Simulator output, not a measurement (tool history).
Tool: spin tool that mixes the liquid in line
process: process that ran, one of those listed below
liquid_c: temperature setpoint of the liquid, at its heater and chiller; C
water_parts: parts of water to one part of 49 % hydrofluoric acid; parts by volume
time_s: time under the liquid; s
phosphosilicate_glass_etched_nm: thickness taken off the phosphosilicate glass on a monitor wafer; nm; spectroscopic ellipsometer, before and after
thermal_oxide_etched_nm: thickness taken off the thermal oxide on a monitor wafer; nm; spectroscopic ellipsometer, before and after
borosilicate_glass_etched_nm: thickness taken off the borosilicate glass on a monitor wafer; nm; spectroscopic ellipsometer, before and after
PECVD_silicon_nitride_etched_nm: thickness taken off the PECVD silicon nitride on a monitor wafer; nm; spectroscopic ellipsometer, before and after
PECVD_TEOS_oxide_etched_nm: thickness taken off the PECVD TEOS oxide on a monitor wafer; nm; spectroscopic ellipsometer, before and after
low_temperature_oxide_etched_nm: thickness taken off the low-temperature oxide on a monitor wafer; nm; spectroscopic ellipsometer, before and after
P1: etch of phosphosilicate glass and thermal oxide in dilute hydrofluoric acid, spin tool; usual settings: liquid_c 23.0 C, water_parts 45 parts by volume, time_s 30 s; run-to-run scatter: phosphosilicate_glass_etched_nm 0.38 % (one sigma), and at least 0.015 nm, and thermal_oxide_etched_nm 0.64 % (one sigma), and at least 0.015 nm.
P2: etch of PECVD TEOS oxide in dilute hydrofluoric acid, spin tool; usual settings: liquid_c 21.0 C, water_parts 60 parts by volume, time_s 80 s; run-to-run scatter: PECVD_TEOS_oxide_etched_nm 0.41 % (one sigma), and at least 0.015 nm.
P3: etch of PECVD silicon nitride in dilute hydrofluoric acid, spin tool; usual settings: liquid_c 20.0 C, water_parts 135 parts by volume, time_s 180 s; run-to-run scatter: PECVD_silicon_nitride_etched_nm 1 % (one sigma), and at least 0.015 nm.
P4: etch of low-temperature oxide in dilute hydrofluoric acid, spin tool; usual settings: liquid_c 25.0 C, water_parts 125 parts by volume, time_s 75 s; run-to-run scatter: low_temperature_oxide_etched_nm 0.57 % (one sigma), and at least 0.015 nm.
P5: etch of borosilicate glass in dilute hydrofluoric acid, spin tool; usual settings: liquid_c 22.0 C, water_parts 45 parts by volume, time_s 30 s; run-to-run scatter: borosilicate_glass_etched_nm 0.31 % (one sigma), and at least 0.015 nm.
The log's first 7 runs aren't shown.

| run | hour | process | liquid_c | water_parts | time_s | hours since the thermometer was replaced | hours since the hydrofluoric acid flow meter was replaced | phosphosilicate_glass_etched_nm | thermal_oxide_etched_nm | borosilicate_glass_etched_nm | PECVD_silicon_nitride_etched_nm | PECVD_TEOS_oxide_etched_nm | low_temperature_oxide_etched_nm |
|---|---|---|---|---|---|---|---|---|---|---|---|---|---|
| 8 | 84.6 | P1 | 23.0 | 45 | 30 | 1467.8 | 973.5 | 47.842 | 3.2801 |  |  |  |  |
| 9 | 94.4 | P2 | 21.0 | 60 | 80 | 1477.6 | 983.3 |  |  |  |  | 21.169 |  |
| 10 | 104.0 | P1 | 17.0 | 45 | 30 | 1487.2 | 992.9 | 36.546 | 2.5638 |  |  |  |  |
| 11 | 112.9 | P1 | 23.0 | 45 | 55 | 1496.1 | 1001.8 | 86.982 | 6.0330 |  |  |  |  |
| 12 | 118.8 | P3 | 20.0 | 135 | 180 | 1502.0 | 1007.7 |  |  |  | 2.6008 |  |  |
| 13 | 126.0 | P2 | 21.0 | 60 | 80 | 1509.2 | 1014.9 |  |  |  |  | 21.391 |  |
| 14 | 134.7 | P1 | 23.0 | 75 | 30 | 1517.9 | 1023.6 | 27.454 | 1.8953 |  |  |  |  |
| 15 | 140.6 | P3 | 20.0 | 135 | 305 | 1523.8 | 1029.5 |  |  |  | 4.3507 |  |  |
| 16 | 152.8 | P5 | 22.0 | 45 | 30 | 1536.0 | 1041.7 |  |  | 13.2510 |  |  |  |
| 17 | 163.3 | P3 | 20.0 | 135 | 180 | 1546.5 | 1052.2 |  |  |  | 2.5783 |  |  |
| 18 | 171.0 | P1 | 17.0 | 45 | 60 | 1554.2 | 1059.9 | 73.476 | 5.0664 |  |  |  |  |
| 19 | 178.2 | P1 | 27.0 | 45 | 50 | 1561.4 | 1067.1 | 92.867 | 6.3745 |  |  |  |  |
| 20 | 188.6 | P2 | 21.0 | 60 | 40 | 1571.8 | 1077.5 |  |  |  |  | 10.671 |  |
| 21 | 200.6 | P3 | 20.0 | 210 | 180 | 1583.8 | 1089.5 |  |  |  | 1.6738 |  |  |
| 22 | 212.0 | P1 | 23.0 | 45 | 30 | 1595.2 | 1100.9 | 47.426 | 3.2673 |  |  |  |  |
| 23 | 218.4 | P4 | 25.0 | 125 | 75 | 1601.6 | 1107.3 |  |  |  |  |  | 10.6110 |
| 24 | 231.1 | P4 | 18.5 | 125 | 75 | 1614.3 | 1120.0 |  |  |  |  |  | 8.1521 |
| 25 | 243.4 | P5 | 22.0 | 45 | 15 | 1626.6 | 1132.3 |  |  | 6.5965 |  |  |  |
| 26 | 249.7 | P4 | 25.0 | 125 | 15 | 1632.9 | 1138.6 |  |  |  |  |  | 2.0757 |
| 27 | 255.9 | P1 | 23.0 | 45 | 30 | 1639.1 | 1144.8 | 47.365 | 3.2396 |  |  |  |  |

Run 28 comes next. What will it give?
| 28 | 266.8 | P1 | 23.0 | 45 | 30 | 1650.0 | 1155.7 | ? | ? |  |  |  |  |

{"run 28": {"phosphosilicate_glass_etched_nm": 47.131, "thermal_oxide_etched_nm": 3.303}}

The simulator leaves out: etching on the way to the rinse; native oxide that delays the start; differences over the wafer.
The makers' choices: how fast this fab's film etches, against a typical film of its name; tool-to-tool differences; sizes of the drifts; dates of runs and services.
